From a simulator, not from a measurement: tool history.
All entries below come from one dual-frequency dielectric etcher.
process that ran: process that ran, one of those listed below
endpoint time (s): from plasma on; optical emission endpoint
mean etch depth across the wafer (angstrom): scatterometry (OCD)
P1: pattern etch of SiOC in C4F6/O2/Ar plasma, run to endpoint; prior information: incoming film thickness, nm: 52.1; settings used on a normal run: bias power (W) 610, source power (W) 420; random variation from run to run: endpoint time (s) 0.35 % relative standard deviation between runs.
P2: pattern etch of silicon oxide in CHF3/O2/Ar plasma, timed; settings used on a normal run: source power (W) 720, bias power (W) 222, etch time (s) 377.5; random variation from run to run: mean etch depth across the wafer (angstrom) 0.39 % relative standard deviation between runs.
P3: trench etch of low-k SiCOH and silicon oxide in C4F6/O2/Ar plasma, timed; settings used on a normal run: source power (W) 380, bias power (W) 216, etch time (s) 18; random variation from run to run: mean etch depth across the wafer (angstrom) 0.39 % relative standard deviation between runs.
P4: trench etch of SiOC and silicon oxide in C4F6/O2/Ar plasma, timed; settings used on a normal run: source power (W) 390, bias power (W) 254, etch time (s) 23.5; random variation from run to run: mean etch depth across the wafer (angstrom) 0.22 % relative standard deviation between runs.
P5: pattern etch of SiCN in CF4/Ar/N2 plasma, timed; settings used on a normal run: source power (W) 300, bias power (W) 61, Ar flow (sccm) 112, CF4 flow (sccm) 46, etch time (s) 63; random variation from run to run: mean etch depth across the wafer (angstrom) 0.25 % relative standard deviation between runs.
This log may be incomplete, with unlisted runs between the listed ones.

| run | hour | process that ran | bias power (W) | source power (W) | etch time (s) | Ar flow (sccm) | CF4 flow (sccm) | hours since the last wet clean | hours since the last bias power generator calibration | hours since the last source power generator calibration | endpoint time (s) | mean etch depth across the wafer (angstrom) |
|---|---|---|---|---|---|---|---|---|---|---|---|---|
| 1 | 6 | P1 | 610 | 420 |  |  |  | 177.8 | 1275 | 1526.2 | 15.796 |  |
| 2 | 13.4 | P1 | 610 | 420 |  |  |  | 185.2 | 1282.4 | 1533.6 | 15.904 |  |
| 3 | 19.6 | P1 | 794 | 420 |  |  |  | 191.4 | 1288.6 | 1539.8 | 14.395 |  |
| 4 | 25.7 | P3 | 256 | 380 | 18 |  |  | 197.5 | 1294.7 | 1545.9 |  | 628.37 |
| 5 | 31.9 | P1 | 610 | 420 |  |  |  | 203.7 | 1300.9 | 1552.1 | 15.944 |  |
| 6 | 41.6 | P4 | 254 | 530 | 23.5 |  |  | 213.4 | 1310.6 | 1561.8 |  | 579.64 |
| 7 | 48 | P1 | 610 | 420 |  |  |  | 219.8 | 1317 | 1568.2 | 15.964 |  |
| 8 | 57.1 | P1 | 435 | 350 |  |  |  | 228.9 | 1326.1 | 1577.3 | 19.415 |  |
| 9 | 64.7 | P5 | 61 | 300 | 44 | 112 | 46 | 236.5 | 1333.7 | 1584.9 |  | 230.87 |
| 10 | 71.6 | P1 | 610 | 590 |  |  |  | 243.4 | 1340.6 | 1591.8 | 13.99 |  |
| 11 | 77.3 | P5 | 61 | 300 | 63 | 112 | 46 | 249.1 | 1346.3 | 1597.5 |  | 329.67 |
| 12 | 82.5 | P2 | 222 | 720 | 377.5 |  |  | 254.3 | 1351.5 | 1602.7 |  | 8184.4 |
| 13 | 89.4 | P3 | 216 | 540 | 18 |  |  | 261.2 | 1358.4 | 1609.6 |  | 676.13 |
| 14 | 96.6 | P5 | 61 | 300 | 63 | 147 | 46 | 268.4 | 1365.6 | 1616.8 |  | 315.38 |
| 15 | 102.3 | P4 | 254 | 390 | 23.5 |  |  | 274.1 | 1371.3 | 1622.5 |  | 514.76 |
| 16 | 111.6 | P2 | 222 | 1010 | 377.5 |  |  | 283.4 | 1380.6 | 1631.8 |  | 9392.1 |
| 17 | 121.6 | P3 | 216 | 380 | 18 |  |  | 293.4 | 1390.6 | 1641.8 |  | 586.52 |
| 18 | 126.8 | P4 | 194 | 390 | 23.5 |  |  | 298.6 | 1395.8 | 1647 |  | 471.53 |
| 19 | 132.2 | P2 | 222 | 720 | 207.5 |  |  | 304 | 1401.2 | 1652.4 |  | 4530 |
| 20 | 141.6 | P5 | 61 | 300 | 63 | 112 | 46 | 313.4 | 1410.6 | 1661.8 |  | 330.72 |
| 21 | 151.9 | P5 | 61 | 170 | 63 | 112 | 46 | 323.7 | 1420.9 | 1672.1 |  | 200.97 |
| 22 | 162 | P4 | 254 | 390 | 23.5 |  |  | 333.8 | 1431 | 1682.2 |  | 515.68 |
| 23 | 168.9 | P5 | 74 | 300 | 63 | 112 | 46 | 340.7 | 1437.9 | 1689.1 |  | 354.17 |
| 24 | 173.6 | P3 | 216 | 380 | 18 |  |  | 345.4 | 1442.6 | 1693.8 |  | 589.22 |
| 25 | 182.3 | P2 | 278 | 720 | 377.5 |  |  | 354.1 | 1451.3 | 1702.5 |  | 8943.2 |
| 26 | 187.5 | P1 | 610 | 420 |  |  |  | 359.3 | 1456.5 | 1707.7 | 15.929 |  |
|  | 187.7 | bias power generator calibrated |
| 27 | 194 | P1 | 355 | 420 |  |  |  | 365.8 | 6.3 | 1714.2 | 19.334 |  |
| 28 | 201.8 | P1 | 610 | 420 |  |  |  | 373.6 | 14.1 | 1722 | 16.053 |  |
| 29 | 209.3 | P4 | 254 | 390 | 13.5 |  |  | 381.1 | 21.6 | 1729.5 |  | 296.26 |
| 30 | 219.1 | P2 | 222 | 720 | 377.5 |  |  | 390.9 | 31.4 | 1739.3 |  | 8205 |
| 31 | 223.8 | P1 | 610 | 330 |  |  |  | 395.6 | 36.1 | 1744 | 17.4 |  |
| 32 | 230.7 | P5 | 61 | 300 | 63 | 112 | 33 | 402.5 | 43 | 1750.9 |  | 312.72 |
| 33 | 237.8 | P3 | 216 | 380 | 10 |  |  | 409.6 | 50.1 | 1758 |  | 329.57 |
| 34 | 242.9 | P1 | 610 | 420 |  |  |  | 414.7 | 55.2 | 1763.1 | 15.948 |  |
| 35 | 252.1 | P1 | 610 | 420 |  |  |  | 423.9 | 64.4 | 1772.3 | 16.047 |  |
| 36 | 257.7 | P1 | 610 | 420 |  |  |  | 429.5 | 70 | 1777.9 | 16.141 |  |
| 37 | 267.7 | P1 | 610 | 420 |  |  |  | 439.5 | 80 | 1787.9 | 16.21 |  |
| 38 | 273.4 | P1 | 610 | 420 |  |  |  | 445.2 | 85.7 | 1793.6 | 16.117 |  |
| 39 | 279 | P1 | 610 | 420 |  |  |  | 450.8 | 91.3 | 1799.2 | 16.222 |  |
| 40 | 286.3 | P1 | 610 | 420 |  |  |  | 458.1 | 98.6 | 1806.5 | 16.18 |  |
|  | 289.9 | wet clean of the chamber |
| 41 | 292.2 | P1 | 610 | 420 |  |  |  | 2.4 | 104.5 | 1812.4 | 16.146 |  |
| 42 | 299.3 | P1 | 610 | 420 |  |  |  | 9.5 | 111.6 | 1819.5 | 16.165 |  |
| 43 | 308 | P1 | 610 | 420 |  |  |  | 18.2 | 120.3 | 1828.2 | 16.305 |  |
| 44 | 314.9 | P1 | 610 | 420 |  |  |  | 25.1 | 127.2 | 1835.1 | 16.221 |  |
| 45 | 322.7 | P1 | 610 | 420 |  |  |  | 32.9 | 135 | 1842.9 | 16.152 |  |

The log shows P1 creeping away from where it was. Any of the 2 causes listed here, at the size stated for it, fits the log just as well as the others:
A: bias power that arrives under what is set, % = 4.49
B: source power that arrives under what is set, % = 4.68
The process output started creeping at around hour 242.9.
Other possible causes, and why each is ruled out:
chamber walls in a state that lowers the etch rate, %: serviced at hour 289.9, after the change had begun; the process did not return to its earlier output

Listed below are the offered check runs, one wafer per run, with question marks in place of results. For which of them would the causes give clearly different outcomes?
| check 1 | 330.5 | P3 | 216 | 500 | 18 |  |  |  |  |  |  | ? |
| check 2 | 330.5 | P2 | 222 | 990 | 211 |  |  |  |  |  |  | ? |
| check 3 | 330.5 | P4 | 254 | 460 | 13.5 |  |  |  |  |  |  | ? |
| check 4 | 330.5 | P5 | 61 | 300 | 44 | 112 | 46 |  |  |  |  | ? |

What each check would give under each cause:
| check | result | if A | if B |
|---|---|---|---|
| check 1 | mean etch depth across the wafer (angstrom) | 645.7 | 643.27 |
| check 2 | mean etch depth across the wafer (angstrom) | 5101.7 | 5087.5 |
| check 3 | mean etch depth across the wafer (angstrom) | 310.78 | 309.86 |
| check 4 | mean etch depth across the wafer (angstrom) | 226.53 | 221.07 |
Gap, in per cent, between the two causes that each check separates least, read from the result that separates them most: check 1 0.38 %; check 2 0.28 %; check 3 0.3 %; check 4 2.44 %
Check 4 distinguishes between the causes, while the remaining checks would return nearly the same result for all of them.

With check 4 done, the readings were: mean etch depth across the wafer (angstrom) 226.36. Identify which of the listed causes applies.

It was cause A: bias power that arrives under what is set, %.

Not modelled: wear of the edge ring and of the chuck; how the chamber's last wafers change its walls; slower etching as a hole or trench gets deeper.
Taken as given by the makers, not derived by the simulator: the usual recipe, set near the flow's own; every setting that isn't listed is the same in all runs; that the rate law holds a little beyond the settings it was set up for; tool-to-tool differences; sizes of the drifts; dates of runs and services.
